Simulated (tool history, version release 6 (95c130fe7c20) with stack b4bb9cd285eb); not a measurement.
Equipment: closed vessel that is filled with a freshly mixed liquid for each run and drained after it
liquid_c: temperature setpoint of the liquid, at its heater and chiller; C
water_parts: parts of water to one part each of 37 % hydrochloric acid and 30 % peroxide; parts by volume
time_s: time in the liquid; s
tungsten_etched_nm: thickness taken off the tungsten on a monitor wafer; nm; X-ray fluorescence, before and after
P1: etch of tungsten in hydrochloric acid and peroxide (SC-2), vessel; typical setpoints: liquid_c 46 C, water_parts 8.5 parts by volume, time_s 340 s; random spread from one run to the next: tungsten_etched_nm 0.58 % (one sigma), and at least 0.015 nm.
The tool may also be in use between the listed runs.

Run 1, hour 5.3: liquid_c 46 C, water_parts 8.5 parts by volume, time_s 340 s. Result: tungsten_etched_nm 48.22 nm.
At hour 7.2: new drum of peroxide connected.
Run 2, hour 10.5: liquid_c 46 C, water_parts 8.5 parts by volume, time_s 340 s. Result: tungsten_etched_nm 48.679 nm.
At hour 11.1: thermometer replaced.
Run 3, hour 15.1: liquid_c 46 C, water_parts 4 parts by volume, time_s 340 s. Result: tungsten_etched_nm 85.293 nm.
Run 4, hour 19.9: liquid_c 46 C, water_parts 14 parts by volume, time_s 340 s. Result: tungsten_etched_nm 31.778 nm.
Run 5, hour 25.3: liquid_c 46 C, water_parts 8.5 parts by volume, time_s 530 s. Result: tungsten_etched_nm 76.539 nm.
Run 6, hour 30.2: liquid_c 46 C, water_parts 8.5 parts by volume, time_s 155 s. Result: tungsten_etched_nm 22.089 nm.
Run 7, hour 35.3: liquid_c 46 C, water_parts 4 parts by volume, time_s 515 s. Result: tungsten_etched_nm 128.94 nm.
Run 8, hour 39.1: liquid_c 57 C, water_parts 8.5 parts by volume, time_s 580 s. Result: tungsten_etched_nm 169.51 nm.
Run 9, hour 44.2: liquid_c 60.5 C, water_parts 8.5 parts by volume, time_s 340 s. Result: tungsten_etched_nm 125.45 nm.
Run 10, hour 48.7: liquid_c 46 C, water_parts 5 parts by volume, time_s 610 s. Result: tungsten_etched_nm 129.52 nm.
Run 11, hour 52.8: liquid_c 46 C, water_parts 8.5 parts by volume, time_s 340 s. Result: tungsten_etched_nm 48.342 nm.
Run 12, hour 56.4: liquid_c 46 C, water_parts 8.5 parts by volume, time_s 340 s. Result: tungsten_etched_nm 48.348 nm.
Run 13, hour 60.2: liquid_c 35 C, water_parts 8.5 parts by volume, time_s 340 s. Result: tungsten_etched_nm 22.086 nm.
Run 14, hour 63.7: liquid_c 46 C, water_parts 8.5 parts by volume, time_s 340 s. Result: tungsten_etched_nm 48.526 nm.
Run 15, hour 67.5: liquid_c 46 C, water_parts 8.5 parts by volume, time_s 340 s. Result: tungsten_etched_nm 46.327 nm.
Run 16, hour 71.8: liquid_c 46 C, water_parts 8.5 parts by volume, time_s 340 s. Result: tungsten_etched_nm 45.254 nm.
At hour 75: new drum of peroxide connected.
Run 17, hour 75.2: liquid_c 46 C, water_parts 8.5 parts by volume, time_s 340 s. Result: tungsten_etched_nm 45.492 nm.
Run 18, hour 77.9: liquid_c 46 C, water_parts 8.5 parts by volume, time_s 340 s. Result: tungsten_etched_nm 44.903 nm.
Run 19, hour 81.3: liquid_c 46 C, water_parts 8.5 parts by volume, time_s 340 s. Result: tungsten_etched_nm 44.408 nm.
Run 20, hour 83.7: liquid_c 46 C, water_parts 8.5 parts by volume, time_s 340 s. Result: tungsten_etched_nm 43.924 nm.
Run 21, hour 86.4: liquid_c 46 C, water_parts 8.5 parts by volume, time_s 340 s. Result: tungsten_etched_nm 44.193 nm.
Run 22, hour 90: liquid_c 46 C, water_parts 8.5 parts by volume, time_s 340 s. Result: tungsten_etched_nm 43.854 nm.
Run 23, hour 93.9: liquid_c 46 C, water_parts 8.5 parts by volume, time_s 340 s. Result: tungsten_etched_nm 43.73 nm.

Something has made what P1 gives creep away from where it was; the 2 causes below, each at its own stated size, fit the log equally well:
A: chemicals flow below the setpoint (%) = 11.4
B: liquid colder than its thermometer reads (K) = 1.44
The gradual shift began around hour 63.7.
Other possible causes, and why each is ruled out:
peroxide weaker than its label (%): serviced after onset, at hour 75, with no recovery of the prior output

You are offered 4 check runs, listed below with question marks in place of their results; each one averages 3 wafers. Which run separates the listed causes by giving clearly different results for each?
Run check 1, hour 97.8: liquid_c 57 C, water_parts 6 parts by volume, time_s 340 s. Result: tungsten_etched_nm ?.
Run check 2, hour 97.8: liquid_c 46 C, water_parts 11.5 parts by volume, time_s 340 s. Result: tungsten_etched_nm ?.
Run check 3, hour 97.8: liquid_c 35 C, water_parts 14 parts by volume, time_s 340 s. Result: tungsten_etched_nm ?.
Run check 4, hour 97.8: liquid_c 35 C, water_parts 4 parts by volume, time_s 340 s. Result: tungsten_etched_nm ?.

Predicted outcomes, by check and by cause:
  check              result    if A    if B
check 1  tungsten_etched_nm  119.96  119.92
check 2  tungsten_etched_nm  33.957  34.132
check 3  tungsten_etched_nm  13.115  13.123
check 4  tungsten_etched_nm  35.835  34.994
Minimum pairwise separation of causes per check, each pair taken at its best-separating result: check 1 0.03 %; check 2 0.51 %; check 3 0.06 %; check 4 2.37 %
The other checks would show nearly matching results whichever cause is true, so check 4 is the only one that separates the causes.

Running check 4 produced the following: tungsten_etched_nm 35.868 nm. Which one of the listed causes fits?

Of the candidate causes, it is A: chemicals flow below the setpoint (%).
